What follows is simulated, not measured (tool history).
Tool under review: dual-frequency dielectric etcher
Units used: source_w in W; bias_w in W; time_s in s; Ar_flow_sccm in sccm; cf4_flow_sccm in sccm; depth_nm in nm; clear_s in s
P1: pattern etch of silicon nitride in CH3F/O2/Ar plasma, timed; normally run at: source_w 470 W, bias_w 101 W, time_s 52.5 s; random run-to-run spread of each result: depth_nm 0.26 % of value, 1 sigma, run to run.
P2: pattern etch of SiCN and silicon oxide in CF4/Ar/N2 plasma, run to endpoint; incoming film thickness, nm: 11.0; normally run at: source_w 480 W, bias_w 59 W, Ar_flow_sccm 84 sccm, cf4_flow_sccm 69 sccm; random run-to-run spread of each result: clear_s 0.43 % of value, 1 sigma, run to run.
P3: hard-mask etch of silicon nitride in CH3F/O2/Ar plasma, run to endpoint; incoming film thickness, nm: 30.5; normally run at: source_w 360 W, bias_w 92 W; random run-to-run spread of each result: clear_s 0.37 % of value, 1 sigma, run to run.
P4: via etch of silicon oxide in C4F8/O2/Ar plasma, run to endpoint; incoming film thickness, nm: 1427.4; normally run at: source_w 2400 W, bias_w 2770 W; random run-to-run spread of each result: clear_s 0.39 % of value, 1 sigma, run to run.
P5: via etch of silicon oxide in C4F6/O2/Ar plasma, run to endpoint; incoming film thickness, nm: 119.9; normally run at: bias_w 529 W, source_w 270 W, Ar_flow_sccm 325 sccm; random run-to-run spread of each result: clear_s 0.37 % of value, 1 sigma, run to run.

run,hour,process,source_w,bias_w,time_s,Ar_flow_sccm,cf4_flow_sccm,hours since the last wet clean,hours since the last source power generator calibration,hours since the last bias power generator calibration,depth_nm,clear_s
1,6.8,P1,470,101,52.5,,,125.5,553.5,472.2,41.945,
2,12.3,P2,480,59,,84,92,131,559,477.7,,11.624
3,24.5,P5,270,529,,207,,143.2,571.2,489.9,,29.214
4,31,P3,360,92,,,,149.7,577.7,496.4,,42.125
5,40.3,P1,470,101,52.5,,,159,587,505.7,41.949,
6,51.9,P1,340,101,31.5,,,170.6,598.6,517.3,22.179,
7,58.5,P1,470,101,72.5,,,177.2,605.2,523.9,57.708,
8,65.2,P1,470,101,29,,,183.9,611.9,530.6,23.09,
9,70.8,P5,270,529,,325,,189.5,617.5,536.2,,30.465
10,80.6,P2,480,59,,118,69,199.3,627.3,546,,12.875
11,89.5,P3,360,128,,,,208.2,636.2,554.9,,37.169
12,98.2,P2,580,59,,84,69,216.9,644.9,563.6,,10.301
13,105.9,P3,460,92,,,,224.6,652.6,571.3,,38.303
14,114.1,P1,310,101,32,,,232.8,660.8,579.5,21.936,
15,123.5,P5,270,411,,325,,242.2,670.2,588.9,,33.509
16,129.5,P1,470,60,52.5,,,248.2,676.2,594.9,34.897,
17,139.9,P1,470,101,52.5,,,258.6,686.6,605.3,41.934,
18,149.8,P2,480,59,,84,69,268.5,696.5,615.2,,12.168
19,159.9,P4,2400,2770,,,,278.6,706.6,625.3,,242.41
20,169.7,P1,360,101,52.5,,,288.4,716.4,635.1,37.82,
21,178.7,P1,640,101,52.5,,,297.4,725.4,644.1,46.948,
22,189.5,P5,380,529,,325,,308.2,736.2,654.9,,26.992
23,202.2,P5,270,529,,325,,320.9,748.9,667.6,,30.505
24,214.4,P1,470,123,52.5,,,333.1,761.1,679.8,44.989,
25,226.8,P1,470,101,52.5,,,345.5,773.5,692.2,41.842,
26,234.8,P1,470,101,52.5,,,353.5,781.5,700.2,41.745,
27,243.5,P2,480,59,,84,69,362.2,790.2,708.9,,12.241
28,254.6,P4,2400,2116,,,,373.3,801.3,720,,263.03
29,265.9,P4,3370,2770,,,,384.6,812.6,731.3,,212.36
30,274.2,P2,480,35,,84,69,392.9,820.9,739.6,,14.069
31,284.4,P1,470,82,69.5,,,403.1,831.1,749.8,51.277,
32,291.9,P1,470,101,52.5,,,410.6,838.6,757.3,41.82,
33,303.1,P1,470,101,52.5,,,421.8,849.8,768.5,42.328,
34,308.9,P1,470,101,52.5,,,427.6,855.6,774.3,42.385,
35,316.3,P1,470,101,52.5,,,435,863,781.7,42.198,
# hour 317.7: wet clean of the chamber
36,325.7,P1,470,101,52.5,,,8.1,872.4,791.1,42.343,
37,336.3,P1,470,101,52.5,,,18.7,883,801.7,42.314,
38,342.8,P1,470,101,52.5,,,25.2,889.5,808.2,42.35,

Something has made what P1 gives creep away from where it was; the 2 causes below, each at its own stated size, fit the log equally well:
A: bias power that arrives over what is set, % = 4.53
B: source power that arrives over what is set, % = 4.43
The drift started at roughly hour 291.9.
All other causes, with the reason each is excluded:
chamber walls in a state that raises the etch rate, %: serviced after onset, at hour 317.7, with no recovery of the prior output

The list below offers 4 check runs, each averaging the results of 2 wafers, and shows each result as a question mark. For which of them would the listed causes give clearly different results?
check 1,349.3,P3,360,92,,,,,,,,?
check 2,349.3,P5,270,529,,325,,,,,,?
check 3,349.3,P4,2400,2770,,,,,,,,?
check 4,349.3,P2,480,59,,84,69,,,,,?

How each check would come out, cause by cause:
check,result,if A,if B
check 1,clear_s,41.242,41.242
check 2,clear_s,30.066,30.102
check 3,clear_s,239.28,238.41
check 4,clear_s,11.982,11.69
How far apart the two closest causes lie, in the result that separates them most: check 1 0 %; check 2 0.12 %; check 3 0.36 %; check 4 2.47 %
Only check 4 tells the causes apart: in the others they would give nearly the same result.

With check 4 done, the readings were: clear_s 11.703 s. Identify which of the listed causes applies.

The cause is B: source power that arrives over what is set, %.
